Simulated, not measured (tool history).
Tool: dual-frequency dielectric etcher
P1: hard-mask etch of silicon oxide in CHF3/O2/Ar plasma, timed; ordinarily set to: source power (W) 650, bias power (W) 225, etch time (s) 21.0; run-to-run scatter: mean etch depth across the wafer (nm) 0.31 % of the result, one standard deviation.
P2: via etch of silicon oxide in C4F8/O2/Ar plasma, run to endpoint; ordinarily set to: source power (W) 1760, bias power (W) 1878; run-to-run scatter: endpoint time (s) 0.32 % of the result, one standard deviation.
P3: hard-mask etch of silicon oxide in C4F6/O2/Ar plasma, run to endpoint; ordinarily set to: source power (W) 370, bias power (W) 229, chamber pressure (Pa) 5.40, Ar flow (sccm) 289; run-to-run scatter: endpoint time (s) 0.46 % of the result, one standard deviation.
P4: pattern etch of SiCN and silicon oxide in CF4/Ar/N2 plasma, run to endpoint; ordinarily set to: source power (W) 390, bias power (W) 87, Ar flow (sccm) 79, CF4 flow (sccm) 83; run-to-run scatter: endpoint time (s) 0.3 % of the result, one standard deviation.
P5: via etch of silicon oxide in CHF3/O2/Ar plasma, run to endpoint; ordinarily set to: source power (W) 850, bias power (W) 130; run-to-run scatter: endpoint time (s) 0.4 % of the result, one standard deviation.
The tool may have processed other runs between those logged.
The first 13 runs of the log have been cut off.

run	day	process that ran	source power (W)	bias power (W)	etch time (s)	Ar flow (sccm)	CF4 flow (sccm)	chamber pressure (Pa)	mean etch depth across the wafer (nm)	endpoint time (s)
14	2.196	P1	650	225	27.5				61.409	
15	2.375	P3	370	229		190		5.40		54.540
16	2.512	P1	650	225	13.5				30.195	
17	2.662	P1	770	225	21.0				50.130	
18	2.817	P4	220	87		79	83			24.577
19	2.971	P1	820	225	31.0				75.603	
20	3.171	P1	400	225	21.0				39.125	
21	3.292	P4	390	87		96	83			15.144
22	3.467	P5	850	160						347.830
23	3.638	P1	650	225	21.0				46.981	
24	3.767	P1	650	313	25.0				62.856	
25	3.858	P5	850	130						373.820
26	4.062	P2	1760	1878						201.920
27	4.154	P3	370	174		289		5.40		62.299
28	4.279	P3	370	229		289		3.40		54.000
29	4.429	P4	390	60		79	83			16.715
30	4.546	P2	1760	1878						201.560

What will run 31 give?
31	4.733	P3	260	229		289		5.40		?

endpoint time (s): 65.409
